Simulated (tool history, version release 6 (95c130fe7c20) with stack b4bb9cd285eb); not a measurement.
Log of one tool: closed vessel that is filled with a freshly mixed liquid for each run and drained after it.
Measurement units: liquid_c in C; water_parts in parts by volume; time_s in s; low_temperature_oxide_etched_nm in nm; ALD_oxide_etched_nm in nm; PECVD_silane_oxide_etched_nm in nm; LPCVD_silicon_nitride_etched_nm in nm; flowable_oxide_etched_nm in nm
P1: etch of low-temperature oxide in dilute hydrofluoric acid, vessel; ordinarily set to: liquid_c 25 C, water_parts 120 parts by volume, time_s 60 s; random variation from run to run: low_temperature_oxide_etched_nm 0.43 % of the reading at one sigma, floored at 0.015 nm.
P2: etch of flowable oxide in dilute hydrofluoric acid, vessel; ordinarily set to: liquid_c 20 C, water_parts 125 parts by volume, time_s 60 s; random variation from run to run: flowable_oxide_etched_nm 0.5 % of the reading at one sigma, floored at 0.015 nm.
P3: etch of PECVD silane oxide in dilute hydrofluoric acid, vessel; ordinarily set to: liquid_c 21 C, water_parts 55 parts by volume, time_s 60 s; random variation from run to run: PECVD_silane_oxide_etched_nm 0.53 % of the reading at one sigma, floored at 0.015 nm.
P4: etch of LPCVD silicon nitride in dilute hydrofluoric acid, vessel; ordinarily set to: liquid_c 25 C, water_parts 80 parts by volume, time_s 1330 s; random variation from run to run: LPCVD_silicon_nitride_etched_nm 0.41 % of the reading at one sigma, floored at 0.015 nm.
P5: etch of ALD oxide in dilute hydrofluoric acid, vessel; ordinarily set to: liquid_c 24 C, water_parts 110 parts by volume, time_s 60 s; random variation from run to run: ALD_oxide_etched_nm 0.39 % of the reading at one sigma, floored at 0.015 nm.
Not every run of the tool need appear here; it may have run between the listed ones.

run   hour  process  liquid_c  water_parts  time_s  hours since the thermometer was replaced  hours since the hydrofluoric acid flow meter was replaced  low_temperature_oxide_etched_nm  ALD_oxide_etched_nm  PECVD_silane_oxide_etched_nm  LPCVD_silicon_nitride_etched_nm  flowable_oxide_etched_nm
  1    7.5       P1        25          120      60                                       344                                                      364.5                           17.489
  2   20.3       P1        25          120      60                                     356.8                                                      377.3                           17.488
  3   33.9       P5        24          110      60                                     370.4                                                      390.9                                                9.5796
  4   49.9       P1        25          120      60                                     386.4                                                      406.9                           17.575
  5   58.9       P1      32.5          120     105                                     395.4                                                      415.9                           40.369
  6   71.7       P3        21           55      60                                     408.2                                                      428.7                                                                              52.288
  7   80.2       P1        30          165      60                                     416.7                                                      437.2                           14.464
  8   94.2       P1        25          120      60                                     430.7                                                      451.2                           17.478
  9  108.7       P1        25          180      60                                     445.2                                                      465.7                           10.863
 10  124.9       P4        25           80     570                                     461.4                                                      481.9                                                                                                               3.5967
 11  133.3       P3        21           55      30                                     469.8                                                      490.3                                                                              26.204
 12    144       P4        25           20    1330                                     480.5                                                        501                                                                                                               32.265
 13  151.4       P5        24           45      60                                     487.9                                                      508.4                                                25.221
 14    161       P4        25           80    1330                                     497.5                                                        518                                                                                                               8.4184
 15  172.4       P4        25           80    1330                                     508.9                                                      529.4                                                                                                                8.356
 16  186.2       P2        20          125      60                                     522.7                                                      543.2                                                                                                                                         18.259
 17  198.7       P2        20          125      95                                     535.2                                                      555.7                                                                                                                                         29.121
 18  214.2       P5        24          110      90                                     550.7                                                      571.2                                                14.261
 19    229       P2        20          125      60                                     565.5                                                        586                                                                                                                                         18.193
 20  239.5       P5        20          110      60                                       576                                                      596.5                                                8.1164
 21  248.5       P2        20          225      60                                       585                                                      605.5                                                                                                                                         9.2532
 22  262.3       P4        33           80    1330                                     598.8                                                      619.3                                                                                                               13.871
 23  275.6       P3      29.5           55      60                                     612.1                                                      632.6                                                                              73.102
 24  286.4       P5        24          110      60                                     622.9                                                      643.4                                                9.5179
 25  294.4       P1      31.5          120      60                                     630.9                                                      651.4                           22.193
 26  306.1       P1        25          120      30                                     642.6                                                      663.1                           8.7484
 27  318.7       P1        25          120      60                                     655.2                                                      675.7                           17.559
 28  326.4       P1        25           65      60                                     662.9                                                      683.4                           34.866
 29  339.8       P1        25          120      95                                     676.3                                                      696.8                           27.527
 30  347.9       P2        24          125      60                                     684.4                                                      704.9                                                                                                                                         21.508
 31  355.7       P3        21           20      60                                     692.2                                                      712.7                                                                              151.27
 32  367.1       P1        17          120      60                                     703.6                                                      724.1                           12.641
 33    379       P1        25          120      60                                     715.5                                                        736                           17.451
 34  395.1       P1        25          120      60                                     731.6                                                      752.1                           17.068
 35  408.5       P1        25          120      60                                       745                                                      765.5                           16.762
 36  421.8       P1        25          120      60                                     758.3                                                      778.8                           16.678
 37  436.7       P1        25          120      60                                     773.2                                                      793.7                           16.409
 38  444.8       P1        25          120      60                                     781.3                                                      801.8                           16.548
 39  454.9       P1        25          120      60                                     791.4                                                      811.9                           16.373
 40  469.2       P1        25          120      60                                     805.7                                                      826.2                           16.472
 41  483.2       P1        25          120      60                                     819.7                                                      840.2                           16.391
 42  499.5       P1        25          120      60                                       836                                                      856.5                           16.435
 43  513.2       P1        25          120      60                                     849.7                                                      870.2                           16.352

The output of P1 has drifted from where it used to be. Each of the 2 causes below, taken at the size shown beside it, accounts for the log equally well:
A: liquid colder than its thermometer reads (K) = 1.7
B: hydrofluoric acid flow below the setpoint (%) = 5.57
The onset of the drift is placed at about hour 379.

Listed below are the offered check runs, one wafer per run, with question marks in place of results. For which of them would the causes give clearly different outcomes?
check 1  526.9       P4        25           80    1330                                                                                                                                                                                                                         ?
check 2  526.9       P3        21           55      60                                                                                                                                                                                        ?
check 3  526.9       P2        20          125      60                                                                                                                                                                                                                                                   ?
check 4  526.9       P5        24          110      60                                                                                                                                                          ?

If the cause were each of the candidates in turn, the checks would give the following:
  check                           result    if A    if B
check 1  LPCVD_silicon_nitride_etched_nm  7.4624  7.8943
check 2     PECVD_silane_oxide_etched_nm  48.592  49.113
check 3         flowable_oxide_etched_nm  17.108  17.178
check 4              ALD_oxide_etched_nm  8.9227  8.9428
Distance between the nearest two causes, measured in the result of the check that separates them most: check 1 5.63 %; check 2 1.07 %; check 3 0.41 %; check 4 0.23 %
Of the check runs offered, only check 1 discriminates between the causes; the rest would read about the same regardless of which cause applies.

Here is what check 1 returned: LPCVD_silicon_nitride_etched_nm 7.4418 nm. Which cause is it?

The cause is A: liquid colder than its thermometer reads (K).
